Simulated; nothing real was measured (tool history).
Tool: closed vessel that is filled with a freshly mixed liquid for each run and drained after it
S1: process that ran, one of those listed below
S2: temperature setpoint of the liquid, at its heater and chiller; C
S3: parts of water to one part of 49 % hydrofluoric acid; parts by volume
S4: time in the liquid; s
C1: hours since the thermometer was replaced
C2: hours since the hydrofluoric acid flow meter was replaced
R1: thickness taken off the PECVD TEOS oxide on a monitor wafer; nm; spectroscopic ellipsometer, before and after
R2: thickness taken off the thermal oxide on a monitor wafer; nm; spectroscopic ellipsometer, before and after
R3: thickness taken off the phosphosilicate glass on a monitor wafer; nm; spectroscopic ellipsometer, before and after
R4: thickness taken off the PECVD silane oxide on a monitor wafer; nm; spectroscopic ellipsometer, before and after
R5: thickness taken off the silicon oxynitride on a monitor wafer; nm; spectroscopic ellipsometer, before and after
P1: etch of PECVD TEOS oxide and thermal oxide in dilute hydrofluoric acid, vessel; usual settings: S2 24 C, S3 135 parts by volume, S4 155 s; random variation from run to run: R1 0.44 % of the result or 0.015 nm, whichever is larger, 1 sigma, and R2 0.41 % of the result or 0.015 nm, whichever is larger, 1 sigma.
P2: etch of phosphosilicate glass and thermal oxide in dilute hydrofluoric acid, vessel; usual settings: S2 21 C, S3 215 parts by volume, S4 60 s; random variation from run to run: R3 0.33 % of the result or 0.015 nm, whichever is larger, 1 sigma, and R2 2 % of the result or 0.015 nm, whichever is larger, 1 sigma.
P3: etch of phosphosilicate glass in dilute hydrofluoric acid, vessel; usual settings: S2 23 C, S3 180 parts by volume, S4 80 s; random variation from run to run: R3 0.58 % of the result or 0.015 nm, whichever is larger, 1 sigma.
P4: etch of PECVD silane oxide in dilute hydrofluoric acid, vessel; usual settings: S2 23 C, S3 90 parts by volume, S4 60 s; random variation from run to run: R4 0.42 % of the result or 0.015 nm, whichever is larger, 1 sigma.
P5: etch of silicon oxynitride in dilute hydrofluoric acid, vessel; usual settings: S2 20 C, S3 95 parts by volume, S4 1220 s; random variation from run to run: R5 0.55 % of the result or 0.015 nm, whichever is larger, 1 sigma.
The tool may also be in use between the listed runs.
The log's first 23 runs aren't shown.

run	hour	S1	S2	S3	S4	C1	C2	R1	R2	R3	R4	R5
24	206	P2	21	215	110	926.6	68.2		1.8585	23.564		
25	213.6	P2	21	215	60	934.2	75.8		1.0305	12.853		
26	221.1	P5	20	140	1220	941.7	83.3					10.323
27	226.7	P1	24	135	155	947.3	88.9	28.03	4.867			
28	233.1	P1	28.5	135	30	953.7	95.3	6.4011	1.14			
29	238.3	P4	29.5	90	60	958.9	100.5				40.341	
30	246.2	P1	24	135	30	966.8	108.4	5.424	0.93824			
31	257.9	P1	24	135	155	978.5	120.1	28.294	4.8434			
32	263.6	P1	24	135	155	984.2	125.8	27.246	4.7793			
33	273.1	P1	24	135	155	993.7	135.3	26.491	4.5565			

Forecast run 34:
34	282.1	P1	24	135	155	1002.7	144.3	?	?			

{"run 34": {"R1": 26.1, "R2": 4.5493}}
